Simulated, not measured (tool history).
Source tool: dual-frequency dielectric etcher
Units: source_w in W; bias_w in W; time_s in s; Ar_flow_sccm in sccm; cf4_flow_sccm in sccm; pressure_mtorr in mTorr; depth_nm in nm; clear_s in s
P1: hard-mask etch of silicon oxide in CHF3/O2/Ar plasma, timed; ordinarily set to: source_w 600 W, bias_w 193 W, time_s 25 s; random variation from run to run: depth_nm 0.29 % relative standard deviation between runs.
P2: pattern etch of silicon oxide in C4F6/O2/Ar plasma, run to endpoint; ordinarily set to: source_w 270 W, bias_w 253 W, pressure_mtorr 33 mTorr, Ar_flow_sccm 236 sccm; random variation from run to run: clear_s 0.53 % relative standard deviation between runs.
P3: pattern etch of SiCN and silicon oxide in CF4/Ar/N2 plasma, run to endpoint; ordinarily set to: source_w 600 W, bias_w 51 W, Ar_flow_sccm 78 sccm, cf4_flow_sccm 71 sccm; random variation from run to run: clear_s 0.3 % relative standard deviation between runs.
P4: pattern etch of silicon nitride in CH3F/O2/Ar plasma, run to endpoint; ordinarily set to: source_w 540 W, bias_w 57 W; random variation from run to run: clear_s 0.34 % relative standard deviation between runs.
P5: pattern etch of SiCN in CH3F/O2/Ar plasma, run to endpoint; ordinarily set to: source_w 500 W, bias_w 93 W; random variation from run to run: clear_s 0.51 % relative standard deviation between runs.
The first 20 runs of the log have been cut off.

run	hour	process	source_w	bias_w	time_s	Ar_flow_sccm	cf4_flow_sccm	pressure_mtorr	hours since the last wet clean	hours since the last source power generator calibration	hours since the last bias power generator calibration	depth_nm	clear_s
21	114.9	P2	270	167		236		33	60.4	782.9	1250		13.526
22	123.1	P5	500	93					68.6	791.1	1258.2		17.76
23	128.8	P1	600	193	16.5				74.3	796.8	1263.9	33.17	
24	134.4	P1	760	255	25				79.9	802.4	1269.5	60.774	
25	138.1	P4	690	57					83.6	806.1	1273.2		25.874
26	141.8	P1	600	193	32.5				87.3	809.8	1276.9	65.516	
27	145.7	P2	270	253		236		33	91.2	813.7	1280.8		11.71
28	152.4	P3	600	61		78	71		97.9	820.4	1287.5		8.3367
29	158.6	P2	180	253		236		33	104.1	826.6	1293.7		13.565
30	164.8	P1	600	193	25				110.3	832.8	1299.9	50.781	

The next listed run, before its measurement:
31	172.5	P2	270	253		331		33	118	840.5	1307.6		?

clear_s: 12.316 s
